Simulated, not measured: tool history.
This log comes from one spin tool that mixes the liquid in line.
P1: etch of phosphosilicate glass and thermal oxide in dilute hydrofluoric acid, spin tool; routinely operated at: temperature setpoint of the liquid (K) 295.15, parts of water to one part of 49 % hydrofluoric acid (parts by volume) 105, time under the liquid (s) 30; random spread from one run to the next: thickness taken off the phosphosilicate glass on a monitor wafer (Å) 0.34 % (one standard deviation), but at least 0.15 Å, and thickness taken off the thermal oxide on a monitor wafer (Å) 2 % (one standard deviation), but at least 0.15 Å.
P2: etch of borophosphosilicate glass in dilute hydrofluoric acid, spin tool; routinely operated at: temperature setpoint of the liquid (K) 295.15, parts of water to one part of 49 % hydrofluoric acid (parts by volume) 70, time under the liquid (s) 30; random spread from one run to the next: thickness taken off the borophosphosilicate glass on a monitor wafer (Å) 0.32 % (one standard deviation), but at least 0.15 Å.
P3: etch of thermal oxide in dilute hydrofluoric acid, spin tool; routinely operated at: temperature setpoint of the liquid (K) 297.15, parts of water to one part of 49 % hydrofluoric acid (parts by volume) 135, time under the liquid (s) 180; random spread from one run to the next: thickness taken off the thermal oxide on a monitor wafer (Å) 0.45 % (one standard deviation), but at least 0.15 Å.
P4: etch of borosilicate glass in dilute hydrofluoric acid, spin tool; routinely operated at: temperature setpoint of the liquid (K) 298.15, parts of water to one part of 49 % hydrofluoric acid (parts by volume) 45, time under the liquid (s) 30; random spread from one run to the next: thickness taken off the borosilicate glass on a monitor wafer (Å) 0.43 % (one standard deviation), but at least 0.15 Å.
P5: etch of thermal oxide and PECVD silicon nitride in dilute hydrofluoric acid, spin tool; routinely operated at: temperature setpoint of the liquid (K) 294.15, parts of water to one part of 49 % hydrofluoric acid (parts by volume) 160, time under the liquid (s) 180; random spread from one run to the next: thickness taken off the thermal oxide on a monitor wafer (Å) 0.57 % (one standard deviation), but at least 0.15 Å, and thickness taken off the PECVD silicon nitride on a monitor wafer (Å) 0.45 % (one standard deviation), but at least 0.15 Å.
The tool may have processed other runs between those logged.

run   hour  process that ran  temperature setpoint of the liquid (K)  parts of water to one part of 49 % hydrofluoric acid (parts by volume)  time under the liquid (s)  hours since the thermometer was replaced  hours since the hydrofluoric acid flow meter was replaced  thickness taken off the phosphosilicate glass on a monitor wafer (Å)  thickness taken off the thermal oxide on a monitor wafer (Å)  thickness taken off the borophosphosilicate glass on a monitor wafer (Å)  thickness taken off the borosilicate glass on a monitor wafer (Å)  thickness taken off the PECVD silicon nitride on a monitor wafer (Å)
  1    4.8                P1                                  295.15                                                                     105                         30                                     646.9                                                      583.3                                                                449.96                                                        12.982
  2    8.9                P1                                  295.15                                                                     105                         30                                       651                                                      587.4                                                                451.26                                                         12.67
  3   12.4                P2                                  295.15                                                                      70                         15                                     654.5                                                      590.9                                                                                                                                                                                                        115.61
  4   17.7                P2                                  299.65                                                                      70                         30                                     659.8                                                      596.2                                                                                                                                                                                                        277.32
  5   21.7                P1                                  295.15                                                                      55                         30                                     663.8                                                      600.2                                                                911.71                                                        25.833
  6   27.4                P4                                  305.15                                                                      45                         30                                     669.5                                                      605.9                                                                                                                                                                                                                                                                           253.67
  7   30.3                P1                                  300.15                                                                     105                         30                                     672.4                                                      608.8                                                                547.98                                                         16.33
  8   33.2                P5                                  294.15                                                                     160                        180                                     675.3                                                      611.7                                                                                                                              40.698                                                                                                                                                                                                             51.715
      35.4  -- hydrofluoric acid flow meter replaced
  9   37.1                P4                                  298.15                                                                      45                         30                                     679.2                                                        1.8                                                                                                                                                                                                                                                                           191.02
 10   42.8                P3                                  297.15                                                                     215                        180                                     684.9                                                        7.5                                                                                                                              33.065
 11   46.2                P1                                  295.15                                                                     105                         30                                     688.3                                                       10.9                                                                448.97                                                        12.787
 12   50.6                P1                                  290.15                                                                     105                         30                                     692.7                                                       15.3                                                                366.65                                                        10.494
 13   55.2                P1                                  295.15                                                                     105                         15                                     697.3                                                       19.9                                                                 224.3                                                        6.7319
 14   59.9                P5                                  294.15                                                                      30                        180                                       702                                                       24.6                                                                                                                              253.04                                                                                                                                                                                                             265.72
 15   63.2                P2                                  295.15                                                                      20                         30                                     705.3                                                       27.9                                                                                                                                                                                                        861.24
 16   67.2                P1                                  295.15                                                                      55                         45                                     709.3                                                       31.9                                                                1361.5                                                        38.557
 17   71.1                P2                                  295.15                                                                      70                         30                                     713.2                                                       35.8                                                                                                                                                                                                        232.29
 18   73.9                P3                                  297.15                                                                     135                        265                                       716                                                       38.6                                                                                                                              85.458
 19   78.1                P4                                  298.15                                                                      75                         30                                     720.2                                                       42.8                                                                                                                                                                                                                                                                           111.12
      79.6  -- thermometer replaced
 20   82.9                P1                                  295.15                                                                     105                         30                                       3.4                                                       47.6                                                                 450.2                                                          12.8
 21   86.9                P1                                  295.15                                                                     160                         30                                       7.4                                                       51.6                                                                277.91                                                        7.6488
 22     91                P5                                  290.15                                                                     160                        180                                      11.5                                                       55.7                                                                                                                              34.527                                                                                                                                                                                                             39.613
 23   95.8                P4                                  298.15                                                                      45                         50                                      16.3                                                       60.5                                                                                                                                                                                                                                                                           319.77
 24   99.9                P3                                  303.15                                                                     135                        180                                      20.4                                                       64.6                                                                                                                              72.895
 25  104.7                P1                                  295.15                                                                     105                         50                                      25.2                                                       69.4                                                                750.56                                                         21.13
 26  107.5                P3                                  297.15                                                                     135                        180                                        28                                                       72.2                                                                                                                              58.215
 27  110.1                P1                                  295.15                                                                     105                         30                                      30.6                                                       74.8                                                                450.15                                                        13.348
 28  114.3                P5                                  294.15                                                                     160                         35                                      34.8                                                         79                                                                                                                              7.7911                                                                                                                                                                                                             10.035
 29  118.7                P4                                  298.15                                                                      45                         30                                      39.2                                                       83.4                                                                                                                                                                                                                                                                           193.22
 30  121.3                P1                                  295.15                                                                     105                         30                                      41.8                                                         86                                                                448.97                                                         12.64
 31  124.9                P1                                  295.15                                                                     105                         30                                      45.4                                                       89.6                                                                437.98                                                        12.788
 32  128.2                P1                                  295.15                                                                     105                         30                                      48.7                                                       92.9                                                                432.14                                                        12.106
 33  131.3                P1                                  295.15                                                                     105                         30                                      51.8                                                         96                                                                430.52                                                        12.115

The next listed run, before its measurement:
 34   136                P1                                  295.15                                                                     105                         30                                      56.5                                                      100.7                                                                     ?                                                             ?

thickness taken off the phosphosilicate glass on a monitor wafer (Å): 425.33
thickness taken off the thermal oxide on a monitor wafer (Å): 11.932

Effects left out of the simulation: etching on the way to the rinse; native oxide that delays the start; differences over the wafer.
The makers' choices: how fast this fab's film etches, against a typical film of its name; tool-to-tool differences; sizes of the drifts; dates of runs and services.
